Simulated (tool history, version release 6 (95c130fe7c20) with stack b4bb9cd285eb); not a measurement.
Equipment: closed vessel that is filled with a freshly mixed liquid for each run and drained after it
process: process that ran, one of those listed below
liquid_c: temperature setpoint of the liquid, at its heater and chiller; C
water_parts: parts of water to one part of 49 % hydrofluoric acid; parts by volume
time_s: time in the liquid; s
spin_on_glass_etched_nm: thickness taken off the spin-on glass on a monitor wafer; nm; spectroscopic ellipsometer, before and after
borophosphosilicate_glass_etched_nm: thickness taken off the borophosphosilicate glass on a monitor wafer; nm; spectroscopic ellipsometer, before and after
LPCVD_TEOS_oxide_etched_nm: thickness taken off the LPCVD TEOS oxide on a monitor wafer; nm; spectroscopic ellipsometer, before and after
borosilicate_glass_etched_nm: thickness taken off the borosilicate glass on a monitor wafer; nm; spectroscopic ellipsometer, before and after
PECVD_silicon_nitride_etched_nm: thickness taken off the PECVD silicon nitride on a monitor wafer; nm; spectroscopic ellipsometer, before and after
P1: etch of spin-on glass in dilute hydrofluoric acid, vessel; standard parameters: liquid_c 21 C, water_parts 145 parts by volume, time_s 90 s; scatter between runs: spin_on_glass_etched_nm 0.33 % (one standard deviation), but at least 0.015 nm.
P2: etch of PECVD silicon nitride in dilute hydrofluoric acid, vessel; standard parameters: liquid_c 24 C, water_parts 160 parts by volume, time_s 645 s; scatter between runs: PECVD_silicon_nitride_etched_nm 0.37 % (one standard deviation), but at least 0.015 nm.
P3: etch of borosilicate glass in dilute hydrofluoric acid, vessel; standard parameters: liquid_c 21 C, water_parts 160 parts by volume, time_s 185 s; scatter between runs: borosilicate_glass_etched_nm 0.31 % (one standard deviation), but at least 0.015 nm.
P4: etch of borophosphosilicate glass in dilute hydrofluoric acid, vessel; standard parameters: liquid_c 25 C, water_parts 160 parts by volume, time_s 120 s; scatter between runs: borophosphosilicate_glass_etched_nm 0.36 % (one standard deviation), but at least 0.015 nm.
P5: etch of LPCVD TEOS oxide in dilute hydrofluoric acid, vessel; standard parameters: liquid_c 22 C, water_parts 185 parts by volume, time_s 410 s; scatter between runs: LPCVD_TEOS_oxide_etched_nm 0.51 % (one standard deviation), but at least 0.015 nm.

run  hour  process  liquid_c  water_parts  time_s  hours since the thermometer was replaced  hours since the hydrofluoric acid flow meter was replaced  spin_on_glass_etched_nm  borophosphosilicate_glass_etched_nm  LPCVD_TEOS_oxide_etched_nm  borosilicate_glass_etched_nm  PECVD_silicon_nitride_etched_nm
  1   5.4       P1        21          145      90                                    1396.5                                                      867.5                   19.701
  2  10.0       P1        21          145      90                                    1401.1                                                      872.1                   19.568
  3  14.2       P4        25          160     225                                    1405.3                                                      876.3                                                        63.396
  4  18.4       P5        22          185     410                                    1409.5                                                      880.5                                                                                    57.481
  5  22.2       P4        25           30     120                                    1413.3                                                      884.3                                                       212.350
  6  26.0       P1        21          145     170                                    1417.1                                                      888.1                   37.120
  7  30.5       P5        22          185     410                                    1421.6                                                      892.6                                                                                    57.278
  8  34.8       P3        21          160     345                                    1425.9                                                      896.9                                                                                                                  78.645
  9  38.8       P5        17          185     410                                    1429.9                                                      900.9                                                                                    46.829
 10  42.1       P1        17          145      90                                    1433.2                                                      904.2                   16.744
 11  45.1       P5        22          185     590                                    1436.2                                                      907.2                                                                                    82.325
 12  48.9       P3        21          160     185                                    1440.0                                                      911.0                                                                                                                  41.908
 13  53.8       P3        21           75     185                                    1444.9                                                      915.9                                                                                                                  98.938
 14  58.1       P5        22          270     410                                    1449.2                                                      920.2                                                                                    35.496
 15  61.6       P1        21          220      90                                    1452.7                                                      923.7                   11.999
 16  67.8       P3        21          160     185                                    1458.9                                                      929.9                                                                                                                  42.024
 17  73.9       P1        21          145      90                                    1465.0                                                      936.0                   19.767
 18  79.6       P2        24          160    1250                                    1470.7                                                      941.7                                                                                                                                                    24.63
 19  85.7       P2        24          160     645                                    1476.8                                                      947.8                                                                                                                                                    12.61

The next listed run, before its measurement:
 20  89.1       P4        25          160     120                                    1480.2                                                      951.2                                                             ?

Run 20 produced borophosphosilicate_glass_etched_nm 33.546 nm.
